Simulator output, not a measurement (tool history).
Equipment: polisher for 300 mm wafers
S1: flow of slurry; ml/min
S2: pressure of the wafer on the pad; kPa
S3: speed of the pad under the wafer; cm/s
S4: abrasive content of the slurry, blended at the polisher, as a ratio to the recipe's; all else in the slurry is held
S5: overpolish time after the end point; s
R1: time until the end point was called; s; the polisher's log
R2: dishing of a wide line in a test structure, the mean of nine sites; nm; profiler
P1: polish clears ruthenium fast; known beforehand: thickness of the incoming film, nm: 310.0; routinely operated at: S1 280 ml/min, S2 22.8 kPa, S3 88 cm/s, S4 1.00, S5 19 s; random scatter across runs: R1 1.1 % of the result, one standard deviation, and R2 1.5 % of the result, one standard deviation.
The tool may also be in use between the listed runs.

run     day   S1    S2   S3    S4  S5       R1      R2
  1   0.521  280  22.8   88  1.00  19   83.734  58.010
  2   1.104  435  22.8   88  1.00  19   81.683  58.834
  3   1.462  280  22.8   88  1.00  19   86.264  56.386
  4   2.158  280  22.8   88  1.00  19   86.009  55.412
  5   2.717  280  22.8   88  1.00  19   85.723  54.826
  6   3.288  280  22.8   88  1.00  29   86.695  78.722
  7   3.896  280  22.8   88  1.00  19   86.762  56.835
  8   4.312  280  22.8   66  1.00  19  113.690  44.401
  9   5.050  280  22.8   88  0.50  19  123.640  41.244
 10   5.729  280  10.3   88  1.00  19  187.620  27.466
 11   6.100  280  22.8   88  1.00   6   84.723  19.845
 12   6.571  280  22.8   88  1.00  19   86.369  58.324
 13   6.954  280  22.8  138  1.00  19   54.367  85.163
 14   7.529  280  22.8   88  1.35  19   75.255  62.524
 15   7.854  190  22.8   88  1.00  19   87.763  54.374
 16   8.288  280  22.8   88  1.00  19   87.233  56.684
 17   8.908  370  22.8  122  1.00  19   60.268  74.360
 18   9.438  280  35.2   88  1.00  19   55.629  80.755
 19   9.942  280  22.8   88  1.00  19   84.563  56.811
 20  10.504  280  22.8   88  1.00  19   88.951  54.495
 21  10.883  280  22.8   88  1.00  19   92.137  53.011
 22  11.254  280  22.8   88  1.00  19   93.046  51.831
 23  11.996  280  22.8   88  1.00  19   94.758  52.598
 24  12.388  280  22.8   88  1.00  19   93.140  51.354
 25  13.021  280  22.8   88  1.00  19   94.965  50.085

Estimate the outcome of run 26 from the log above:
     13.108  -- head pressure recalibrated
     13.146  -- slurry nozzle cleaned
 26  13.488  280  22.8  88  1.00  19   ?   ?

{"run 26": {"R1": 96.871, "R2": 51.29}}

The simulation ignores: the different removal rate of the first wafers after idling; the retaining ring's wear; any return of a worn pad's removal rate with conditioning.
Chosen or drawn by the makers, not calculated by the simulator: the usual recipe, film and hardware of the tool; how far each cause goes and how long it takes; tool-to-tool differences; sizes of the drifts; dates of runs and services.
